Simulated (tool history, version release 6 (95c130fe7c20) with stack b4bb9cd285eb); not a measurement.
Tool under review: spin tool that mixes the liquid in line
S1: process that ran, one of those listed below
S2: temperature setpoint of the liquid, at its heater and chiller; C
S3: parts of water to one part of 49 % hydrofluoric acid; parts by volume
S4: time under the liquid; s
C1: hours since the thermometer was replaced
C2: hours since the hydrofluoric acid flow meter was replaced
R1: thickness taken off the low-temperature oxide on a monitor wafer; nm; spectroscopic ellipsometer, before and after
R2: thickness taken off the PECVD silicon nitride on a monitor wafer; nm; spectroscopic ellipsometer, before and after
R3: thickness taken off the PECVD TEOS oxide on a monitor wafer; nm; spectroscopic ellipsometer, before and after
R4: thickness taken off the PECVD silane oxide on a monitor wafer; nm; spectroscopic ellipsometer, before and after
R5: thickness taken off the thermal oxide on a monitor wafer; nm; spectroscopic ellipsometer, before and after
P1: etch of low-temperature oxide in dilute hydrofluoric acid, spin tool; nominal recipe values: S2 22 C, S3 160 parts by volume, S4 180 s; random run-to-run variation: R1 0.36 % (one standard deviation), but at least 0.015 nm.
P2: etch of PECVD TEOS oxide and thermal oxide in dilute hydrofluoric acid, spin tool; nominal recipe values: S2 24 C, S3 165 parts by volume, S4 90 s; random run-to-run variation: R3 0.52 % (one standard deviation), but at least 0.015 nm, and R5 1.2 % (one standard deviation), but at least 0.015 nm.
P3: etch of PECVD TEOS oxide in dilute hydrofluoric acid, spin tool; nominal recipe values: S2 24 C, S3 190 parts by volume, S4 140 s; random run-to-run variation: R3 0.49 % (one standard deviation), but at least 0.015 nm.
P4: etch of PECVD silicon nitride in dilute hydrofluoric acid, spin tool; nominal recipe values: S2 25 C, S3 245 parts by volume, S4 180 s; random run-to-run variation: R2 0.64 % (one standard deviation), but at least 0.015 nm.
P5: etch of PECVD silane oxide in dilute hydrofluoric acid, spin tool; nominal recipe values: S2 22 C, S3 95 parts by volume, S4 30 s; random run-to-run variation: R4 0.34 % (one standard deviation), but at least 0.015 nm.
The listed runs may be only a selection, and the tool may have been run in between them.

run 1 day=0.267 | S1=P1 S2=22 S3=160 S4=180 | C1=908 C2=199.3 | R1=26.604
run 2 day=0.533 | S1=P1 S2=22 S3=85 S4=180 | C1=914.4 C2=205.7 | R1=54.822
run 3 day=0.725 | S1=P4 S2=25 S3=245 S4=325 | C1=919 C2=210.3 | R2=6.1289
run 4 day=1.096 | S1=P3 S2=24 S3=190 S4=55 | C1=927.9 C2=219.2 | R3=2.2539
run 5 day=1.433 | S1=P4 S2=18.5 S3=245 S4=180 | C1=936 C2=227.3 | R2=2.2709
run 6 day=1.725 | S1=P4 S2=25 S3=245 S4=180 | C1=943 C2=234.3 | R2=3.407
run 7 day=1.908 | S1=P1 S2=22 S3=220 S4=180 | C1=947.4 C2=238.7 | R1=18.217
run 8 day=2.083 | S1=P1 S2=22 S3=70 S4=40 | C1=951.6 C2=242.9 | R1=15.04
run 9 day=2.404 | S1=P1 S2=22 S3=160 S4=180 | C1=959.3 C2=250.6 | R1=26.694
run 10 day=2.758 | S1=P5 S2=30 S3=95 S4=30 | C1=967.8 C2=259.1 | R4=11.637
run 11 day=3.158 | S1=P5 S2=22 S3=95 S4=15 | C1=977.4 C2=268.7 | R4=4.2469
run 12 day=3.512 | S1=P3 S2=24 S3=60 S4=140 | C1=985.9 C2=277.2 | R3=21.373
run 13 day=3.792 | S1=P1 S2=22 S3=160 S4=15 | C1=992.6 C2=283.9 | R1=2.2294
run 14 day=4.125 | S1=P1 S2=22 S3=160 S4=180 | C1=1000.6 C2=291.9 | R1=26.554
run 15 day=4.4 | S1=P1 S2=22 S3=160 S4=180 | C1=1007.2 C2=298.5 | R1=26.669
run 16 day=4.608 | S1=P2 S2=24 S3=250 S4=90 | C1=1012.2 C2=303.5 | R3=3.4744 R5=1.4096
run 17 day=4.967 | S1=P2 S2=24 S3=165 S4=90 | C1=1020.8 C2=312.1 | R3=5.7691 R5=2.29
run 18 day=5.35 | S1=P5 S2=22 S3=95 S4=30 | C1=1030 C2=321.3 | R4=8.4852
run 19 day=5.525 | S1=P1 S2=22 S3=160 S4=180 | C1=1034.2 C2=325.5 | R1=26.961
run 20 day=5.788 | S1=P1 S2=22 S3=160 S4=290 | C1=1040.5 C2=331.8 | R1=43.01
run 21 day=6.167 | S1=P4 S2=25 S3=370 S4=180 | C1=1049.6 C2=340.9 | R2=2.2649
run 22 day=6.4 | S1=P3 S2=24 S3=190 S4=140 | C1=1055.2 C2=346.5 | R3=5.7524
run 23 day=6.758 | S1=P1 S2=22 S3=160 S4=180 | C1=1063.8 C2=355.1 | R1=26.802
run 24 day=7.079 | S1=P1 S2=22 S3=160 S4=180 | C1=1071.5 C2=362.8 | R1=26.781
run 25 day=7.312 | S1=P2 S2=32.5 S3=165 S4=90 | C1=1077.1 C2=368.4 | R3=7.9361 R5=3.2329

Predict the results of run 26:
run 26 day=7.562 | S1=P1 S2=17 S3=160 S4=180 | C1=1083.1 C2=374.4 | R1=?

{"run 26": {"R1": 21.859}}
